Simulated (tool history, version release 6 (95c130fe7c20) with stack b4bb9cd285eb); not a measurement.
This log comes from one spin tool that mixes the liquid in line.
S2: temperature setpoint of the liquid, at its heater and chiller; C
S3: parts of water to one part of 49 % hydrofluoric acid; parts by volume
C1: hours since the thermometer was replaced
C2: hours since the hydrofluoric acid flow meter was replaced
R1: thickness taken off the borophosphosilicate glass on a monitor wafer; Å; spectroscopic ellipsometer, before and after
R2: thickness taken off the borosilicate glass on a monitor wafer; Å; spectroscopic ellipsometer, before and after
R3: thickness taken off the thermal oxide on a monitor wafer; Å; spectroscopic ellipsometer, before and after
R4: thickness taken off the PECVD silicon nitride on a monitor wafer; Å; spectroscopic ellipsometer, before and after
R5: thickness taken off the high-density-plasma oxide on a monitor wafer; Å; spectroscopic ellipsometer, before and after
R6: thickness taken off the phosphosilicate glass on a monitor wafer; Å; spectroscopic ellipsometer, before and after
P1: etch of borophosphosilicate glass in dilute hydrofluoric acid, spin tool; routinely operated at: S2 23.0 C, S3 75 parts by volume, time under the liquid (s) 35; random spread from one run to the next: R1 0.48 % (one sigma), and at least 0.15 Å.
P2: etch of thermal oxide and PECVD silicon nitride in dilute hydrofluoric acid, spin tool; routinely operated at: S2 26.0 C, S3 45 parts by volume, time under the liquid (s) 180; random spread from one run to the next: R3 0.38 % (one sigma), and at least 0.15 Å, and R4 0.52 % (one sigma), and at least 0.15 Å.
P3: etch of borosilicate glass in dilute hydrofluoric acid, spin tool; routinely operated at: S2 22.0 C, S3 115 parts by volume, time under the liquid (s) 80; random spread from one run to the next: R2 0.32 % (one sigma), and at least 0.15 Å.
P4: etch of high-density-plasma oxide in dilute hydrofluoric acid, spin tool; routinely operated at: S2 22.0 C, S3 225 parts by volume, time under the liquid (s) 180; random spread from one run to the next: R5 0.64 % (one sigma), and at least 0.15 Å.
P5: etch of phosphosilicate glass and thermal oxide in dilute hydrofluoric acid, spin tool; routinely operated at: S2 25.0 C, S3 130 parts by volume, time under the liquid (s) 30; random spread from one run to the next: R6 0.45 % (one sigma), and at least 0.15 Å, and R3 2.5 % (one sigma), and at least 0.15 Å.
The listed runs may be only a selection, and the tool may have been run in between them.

{"run": 1, "day": 0.275, "process that ran": "P1", "S2": 23.0, "S3": 75, "time under the liquid (s)": 35, "C1": 309.7, "C2": 1090.2, "R1": 228.15}
{"run": 2, "day": 0.512, "process that ran": "P3", "S2": 22.0, "S3": 115, "time under the liquid (s)": 80, "C1": 315.4, "C2": 1095.9, "R2": 324.22}
{"run": 3, "day": 0.808, "process that ran": "P2", "S2": 26.0, "S3": 45, "time under the liquid (s)": 180, "C1": 322.5, "C2": 1103.0, "R3": 217.72, "R4": 114.04}
{"run": 4, "day": 1.067, "process that ran": "P1", "S2": 23.0, "S3": 130, "time under the liquid (s)": 15, "C1": 328.7, "C2": 1109.2, "R1": 53.319}
{"run": 5, "day": 1.262, "process that ran": "P4", "S2": 22.0, "S3": 225, "time under the liquid (s)": 180, "C1": 333.4, "C2": 1113.9, "R5": 33.159}
{"run": 6, "day": 1.483, "process that ran": "P1", "S2": 23.0, "S3": 25, "time under the liquid (s)": 65, "C1": 338.7, "C2": 1119.2, "R1": 1346.5}
{"run": 7, "day": 1.704, "process that ran": "P2", "S2": 26.0, "S3": 30, "time under the liquid (s)": 180, "C1": 344.0, "C2": 1124.5, "R3": 333.59, "R4": 167.47}
{"run": 8, "day": 1.904, "process that ran": "P1", "S2": 17.0, "S3": 75, "time under the liquid (s)": 35, "C1": 348.8, "C2": 1129.3, "R1": 177.75}
{"run": 9, "day": 2.179, "process that ran": "P4", "S2": 17.0, "S3": 225, "time under the liquid (s)": 180, "C1": 355.4, "C2": 1135.9, "R5": 27.732}
{"run": 10, "day": 2.4, "process that ran": "P1", "S2": 23.0, "S3": 75, "time under the liquid (s)": 70, "C1": 360.7, "C2": 1141.2, "R1": 457.17}
{"run": 11, "day": 2.629, "process that ran": "P4", "S2": 22.0, "S3": 225, "time under the liquid (s)": 330, "C1": 366.2, "C2": 1146.7, "R5": 61.094}
{"run": 12, "day": 2.888, "process that ran": "P1", "S2": 23.0, "S3": 75, "time under the liquid (s)": 35, "C1": 372.4, "C2": 1152.9, "R1": 229.13}
{"run": 13, "day": 3.046, "process that ran": "P3", "S2": 22.0, "S3": 115, "time under the liquid (s)": 80, "C1": 376.2, "C2": 1156.7, "R2": 321.8}
{"run": 14, "day": 3.279, "process that ran": "P5", "S2": 25.0, "S3": 130, "time under the liquid (s)": 30, "C1": 381.8, "C2": 1162.3, "R3": 11.063, "R6": 138.47}
{"run": 15, "day": 3.438, "process that ran": "P5", "S2": 18.0, "S3": 130, "time under the liquid (s)": 30, "C1": 385.6, "C2": 1166.1, "R3": 8.344, "R6": 104.16}
{"run": 16, "day": 3.783, "process that ran": "P1", "S2": 23.0, "S3": 105, "time under the liquid (s)": 35, "C1": 393.9, "C2": 1174.4, "R1": 158.74}
{"run": 17, "day": 4.042, "process that ran": "P3", "S2": 22.0, "S3": 115, "time under the liquid (s)": 145, "C1": 400.1, "C2": 1180.6, "R2": 582.39}
{"run": 18, "day": 4.233, "process that ran": "P4", "S2": 22.0, "S3": 55, "time under the liquid (s)": 180, "C1": 404.7, "C2": 1185.2, "R5": 166.18}
{"run": 19, "day": 4.546, "process that ran": "P5", "S2": 25.0, "S3": 130, "time under the liquid (s)": 50, "C1": 412.2, "C2": 1192.7, "R3": 18.367, "R6": 231.68}
{"run": 20, "day": 4.721, "process that ran": "P2", "S2": 26.0, "S3": 45, "time under the liquid (s)": 15, "C1": 416.4, "C2": 1196.9, "R3": 17.794, "R4": 9.2655}
{"run": 21, "day": 4.888, "process that ran": "P1", "S2": 29.5, "S3": 75, "time under the liquid (s)": 35, "C1": 420.4, "C2": 1200.9, "R1": 294.7}
{"run": 22, "day": 5.171, "process that ran": "P1", "S2": 23.0, "S3": 40, "time under the liquid (s)": 35, "C1": 427.2, "C2": 1207.7, "R1": 446.75}
{"run": 23, "day": 5.383, "process that ran": "P2", "S2": 18.5, "S3": 45, "time under the liquid (s)": 180, "C1": 432.3, "C2": 1212.8, "R3": 158.27, "R4": 67.775}
{"run": 24, "day": 5.558, "process that ran": "P5", "S2": 25.0, "S3": 180, "time under the liquid (s)": 30, "C1": 436.5, "C2": 1217.0, "R3": 7.0575, "R6": 94.259}
{"run": 25, "day": 5.829, "process that ran": "P5", "S2": 25.0, "S3": 130, "time under the liquid (s)": 30, "C1": 443.0, "C2": 1223.5, "R3": 11.521, "R6": 138.29}
{"run": 26, "day": 6.088, "process that ran": "P3", "S2": 22.0, "S3": 20, "time under the liquid (s)": 80, "C1": 449.2, "C2": 1229.7, "R2": 2082.0}
{"run": 27, "day": 6.392, "process that ran": "P3", "S2": 28.0, "S3": 115, "time under the liquid (s)": 80, "C1": 456.5, "C2": 1237.0, "R2": 406.01}
{"run": 28, "day": 6.679, "process that ran": "P1", "S2": 23.0, "S3": 75, "time under the liquid (s)": 15, "C1": 463.4, "C2": 1243.9, "R1": 98.133}
{"run": 29, "day": 6.904, "process that ran": "P1", "S2": 23.0, "S3": 75, "time under the liquid (s)": 35, "C1": 468.8, "C2": 1249.3, "R1": 225.74}
{"run": 30, "day": 7.162, "process that ran": "P1", "S2": 23.0, "S3": 75, "time under the liquid (s)": 35, "C1": 475.0, "C2": 1255.5, "R1": 227.23}
{"run": 31, "day": 7.408, "process that ran": "P1", "S2": 23.0, "S3": 75, "time under the liquid (s)": 35, "C1": 480.9, "C2": 1261.4, "R1": 228.05}
{"run": 32, "day": 7.608, "process that ran": "P1", "S2": 23.0, "S3": 75, "time under the liquid (s)": 35, "C1": 485.7, "C2": 1266.2, "R1": 226.97}
{"run": 33, "day": 7.917, "process that ran": "P1", "S2": 23.0, "S3": 75, "time under the liquid (s)": 35, "C1": 493.1, "C2": 1273.6, "R1": 221.5}
{"run": 34, "day": 8.221, "process that ran": "P1", "S2": 23.0, "S3": 75, "time under the liquid (s)": 35, "C1": 500.4, "C2": 1280.9, "R1": 217.8}
{"run": 35, "day": 8.392, "process that ran": "P1", "S2": 23.0, "S3": 75, "time under the liquid (s)": 35, "C1": 504.5, "C2": 1285.0, "R1": 215.22}
{"run": 36, "day": 8.733, "process that ran": "P1", "S2": 23.0, "S3": 75, "time under the liquid (s)": 35, "C1": 512.7, "C2": 1293.2, "R1": 213.56}
{"run": 37, "day": 9.0, "process that ran": "P1", "S2": 23.0, "S3": 75, "time under the liquid (s)": 35, "C1": 519.1, "C2": 1299.6, "R1": 212.97}
{"run": 38, "day": 9.342, "process that ran": "P1", "S2": 23.0, "S3": 75, "time under the liquid (s)": 35, "C1": 527.3, "C2": 1307.8, "R1": 212.62}
{"run": 39, "day": 9.658, "process that ran": "P1", "S2": 23.0, "S3": 75, "time under the liquid (s)": 35, "C1": 534.9, "C2": 1315.4, "R1": 211.53}
{"run": 40, "day": 9.942, "process that ran": "P1", "S2": 23.0, "S3": 75, "time under the liquid (s)": 35, "C1": 541.7, "C2": 1322.2, "R1": 208.28}
{"run": 41, "day": 10.154, "process that ran": "P1", "S2": 23.0, "S3": 75, "time under the liquid (s)": 35, "C1": 546.8, "C2": 1327.3, "R1": 210.3}
{"run": 42, "day": 10.475, "process that ran": "P1", "S2": 23.0, "S3": 75, "time under the liquid (s)": 35, "C1": 554.5, "C2": 1335.0, "R1": 209.7}
{"run": 43, "day": 10.675, "process that ran": "P1", "S2": 23.0, "S3": 75, "time under the liquid (s)": 35, "C1": 559.3, "C2": 1339.8, "R1": 209.28}

What P1 gives has crept away from where it was. These 2 causes fit the log equally well, each at the size given:
A: liquid colder than its thermometer reads (K) = 2.06
B: hydrofluoric acid flow below the setpoint (%) = 7.39
At approximately day 7.608, the process output began to creep.

Question marks stand in for the results of the 4 check runs listed below, each run on one wafer. Under which run would the listed causes show clearly different results?
{"run": "check 1", "day": 10.875, "process that ran": "P2", "S2": 26.0, "S3": 45, "time under the liquid (s)": 180, "R3": "?", "R4": "?"}
{"run": "check 2", "day": 10.875, "process that ran": "P5", "S2": 25.0, "S3": 130, "time under the liquid (s)": 30, "R3": "?", "R6": "?"}
{"run": "check 3", "day": 10.875, "process that ran": "P4", "S2": 22.0, "S3": 225, "time under the liquid (s)": 180, "R5": "?"}
{"run": "check 4", "day": 10.875, "process that ran": "P3", "S2": 22.0, "S3": 115, "time under the liquid (s)": 80, "R2": "?"}

What each check would give under each cause:
check=check_1 result=R3 if_A=199.1400 if_B=199.6700
check=check_1 result=R4 if_A=98.8410 if_B=105.2700
check=check_2 result=R3 if_A=10.1790 if_B=10.0860
check=check_2 result=R6 if_A=127.930 if_B=126.750
check=check_3 result=R5 if_A=30.920 if_B=30.398
check=check_4 result=R2 if_A=296.44 if_B=295.20
How far apart the two closest causes lie, in the result that separates them most: check 1 6.3 %; check 2 0.92 %; check 3 1.7 %; check 4 0.42 %
The other checks would show nearly matching results whichever cause is true, so check 1 is the only one that separates the causes.

Then check 1 was run and gave: R3 198.2000 Å; R4 99.0810 Å. Which cause is it?

Of the candidate causes, it is A: liquid colder than its thermometer reads (K).
